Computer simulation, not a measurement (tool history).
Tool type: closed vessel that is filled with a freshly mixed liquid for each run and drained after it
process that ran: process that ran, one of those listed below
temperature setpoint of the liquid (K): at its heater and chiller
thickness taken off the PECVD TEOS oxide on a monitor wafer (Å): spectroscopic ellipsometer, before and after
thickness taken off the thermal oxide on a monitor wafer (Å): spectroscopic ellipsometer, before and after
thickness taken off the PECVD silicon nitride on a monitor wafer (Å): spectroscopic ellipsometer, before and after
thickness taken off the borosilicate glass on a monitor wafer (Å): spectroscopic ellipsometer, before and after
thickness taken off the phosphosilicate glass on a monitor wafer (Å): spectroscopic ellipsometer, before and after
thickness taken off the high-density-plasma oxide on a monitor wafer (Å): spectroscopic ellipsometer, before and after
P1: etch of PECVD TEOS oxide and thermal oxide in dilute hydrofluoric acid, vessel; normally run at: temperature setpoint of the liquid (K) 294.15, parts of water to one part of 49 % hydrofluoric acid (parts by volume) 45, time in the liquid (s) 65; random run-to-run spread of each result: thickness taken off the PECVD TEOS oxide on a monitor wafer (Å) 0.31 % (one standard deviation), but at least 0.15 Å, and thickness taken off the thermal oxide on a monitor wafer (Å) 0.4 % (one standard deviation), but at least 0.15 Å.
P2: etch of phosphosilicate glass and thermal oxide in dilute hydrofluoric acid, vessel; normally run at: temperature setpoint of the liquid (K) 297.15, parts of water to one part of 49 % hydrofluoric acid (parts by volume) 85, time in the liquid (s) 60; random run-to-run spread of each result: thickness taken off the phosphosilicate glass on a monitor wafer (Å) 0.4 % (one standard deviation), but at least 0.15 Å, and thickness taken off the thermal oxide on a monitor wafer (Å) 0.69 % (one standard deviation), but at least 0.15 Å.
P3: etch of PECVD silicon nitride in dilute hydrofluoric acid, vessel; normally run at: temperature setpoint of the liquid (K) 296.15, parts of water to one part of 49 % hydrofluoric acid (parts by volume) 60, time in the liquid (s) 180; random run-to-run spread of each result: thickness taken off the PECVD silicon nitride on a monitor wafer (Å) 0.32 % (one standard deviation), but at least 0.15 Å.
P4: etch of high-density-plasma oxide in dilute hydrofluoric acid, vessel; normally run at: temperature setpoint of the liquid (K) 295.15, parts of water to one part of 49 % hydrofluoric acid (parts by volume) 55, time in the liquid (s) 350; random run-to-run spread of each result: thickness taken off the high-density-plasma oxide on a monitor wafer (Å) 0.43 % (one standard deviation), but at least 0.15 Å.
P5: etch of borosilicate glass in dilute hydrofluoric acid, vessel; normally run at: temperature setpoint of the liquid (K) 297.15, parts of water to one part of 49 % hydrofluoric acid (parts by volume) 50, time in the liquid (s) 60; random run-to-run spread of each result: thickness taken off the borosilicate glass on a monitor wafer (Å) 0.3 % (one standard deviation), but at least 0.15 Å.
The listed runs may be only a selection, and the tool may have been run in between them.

run	hour	process that ran	temperature setpoint of the liquid (K)	parts of water to one part of 49 % hydrofluoric acid (parts by volume)	time in the liquid (s)	hours since the thermometer was replaced	hours since the hydrofluoric acid flow meter was replaced	thickness taken off the PECVD TEOS oxide on a monitor wafer (Å)	thickness taken off the thermal oxide on a monitor wafer (Å)	thickness taken off the PECVD silicon nitride on a monitor wafer (Å)	thickness taken off the borosilicate glass on a monitor wafer (Å)	thickness taken off the phosphosilicate glass on a monitor wafer (Å)	thickness taken off the high-density-plasma oxide on a monitor wafer (Å)
1	11.2	P1	294.15	45	65	660.3	430.6	263.19	65.996				
2	17	P3	296.15	60	360	666.1	436.4			158.44			
3	26	P3	296.15	20	180	675.1	445.4			228.3			
4	36.5	P1	294.15	45	100	685.6	455.9	402.73	101.21				
5	43.5	P5	297.15	50	100	692.6	462.9				770.23		
6	55	P1	294.15	20	65	704.1	474.4	606.12	153.76				
7	63.4	P2	290.15	85	60	712.5	482.8		26.092			680.16	
8	72.8	P1	302.65	45	65	721.9	492.2	371	93.432				
9	82.7	P4	295.15	55	350	731.8	502.1						347.84
10	93.6	P1	294.15	45	65	742.7	513	260.87	66.663				
11	104.1	P5	297.15	50	60	753.2	523.5				465.87		
12	112.1	P3	296.15	60	180	761.2	531.5			79.288			
13	121.2	P1	294.15	45	65	770.3	540.6	262.28	65.888				
14	128.9	P1	290.15	45	65	778	548.3	220.6	55.595				
# hour 131: hydrofluoric acid flow meter replaced
15	134.8	P4	295.15	100	350	783.9	3.9						180.83
16	143.6	P2	297.15	55	60	792.7	12.7		55.83			1455.5	
17	153.5	P2	297.15	85	60	802.6	22.6		35.312			905.33	
18	164.9	P2	297.15	85	60	814	34		35.346			899.57	
19	171.9	P1	294.15	20	35	821	41	324.62	82.562				
20	179.6	P1	294.15	45	65	828.7	48.7	262.32	66.297				
21	190.8	P2	297.15	85	90	839.9	59.9		52.524			1356.9	
22	203	P3	296.15	60	180	852.1	72.1			79.565			
23	212.9	P5	297.15	50	60	862	82				465.74		
24	225.6	P4	295.15	55	500	874.7	94.7						497.51
25	233	P1	294.15	45	65	882.1	102.1	261.78	66.041				
26	240.7	P4	299.65	55	350	889.8	109.8						417.27
27	252.4	P3	302.15	60	180	901.5	121.5			118.14			
28	264.1	P5	297.15	20	60	913.2	133.2				1219.5		
29	273	P5	305.15	50	60	922.1	142.1				641.49		
30	280.8	P1	294.15	65	65	929.9	149.9	176.1	44.778				
31	292.4	P1	294.15	45	30	941.5	161.5	120.39	30.413				
32	302.7	P1	294.15	45	65	951.8	171.8	260.37	65.872				
33	315.3	P1	294.15	45	65	964.4	184.4	274.27	69.812				
34	327.4	P1	294.15	45	65	976.5	196.5	280.14	70.46				
35	339.3	P1	294.15	45	65	988.4	208.4	283.87	71.486				
36	349.3	P1	294.15	45	65	998.4	218.4	283.19	71.204				
37	356.3	P1	294.15	45	65	1005.4	225.4	285.82	71.43				
38	364.3	P1	294.15	45	65	1013.4	233.4	287.16	71.885				
39	375.7	P1	294.15	45	65	1024.8	244.8	285.5	72.338				

Compared with where it was, what P1 gives has crept away. Each cause listed below fits the log as well as the rest, at the size given for it:
A: liquid hotter than its thermometer reads (K) = 2.15
B: hydrofluoric acid flow above the setpoint (%) = 8.92
Onset of the creep was near hour 302.7.

Below are 4 check runs, each on a single wafer, with their results shown as question marks. Which of them would tell the listed causes apart, meaning the causes would give clearly different results under it?
check 1	387.1	P3	296.15	30	340					?			
check 2	387.1	P5	301.65	20	60						?		
check 3	387.1	P2	290.15	85	90				?			?	
check 4	387.1	P4	298.15	55	350								?

What each check would give under each cause:
check	result	if A	if B
check 1	thickness taken off the PECVD silicon nitride on a monitor wafer (Å)	339.75	318.72
check 2	thickness taken off the borosilicate glass on a monitor wafer (Å)	1593.8	1595.2
check 3	thickness taken off the thermal oxide on a monitor wafer (Å)	43.067	43.162
check 3	thickness taken off the phosphosilicate glass on a monitor wafer (Å)	1117.5	1119.9
check 4	thickness taken off the high-density-plasma oxide on a monitor wafer (Å)	428.4	430.45
Separation of the two closest causes in each check, using whichever result separates them best: check 1 6.39 %; check 2 0.09 %; check 3 0.22 %; check 4 0.48 %
Of the check runs offered, only check 1 discriminates between the causes; the rest would read about the same regardless of which cause applies.

Running check 1 produced the following: thickness taken off the PECVD silicon nitride on a monitor wafer (Å) 338.82. Which one of the listed causes fits?

A is the cause: liquid hotter than its thermometer reads (K).

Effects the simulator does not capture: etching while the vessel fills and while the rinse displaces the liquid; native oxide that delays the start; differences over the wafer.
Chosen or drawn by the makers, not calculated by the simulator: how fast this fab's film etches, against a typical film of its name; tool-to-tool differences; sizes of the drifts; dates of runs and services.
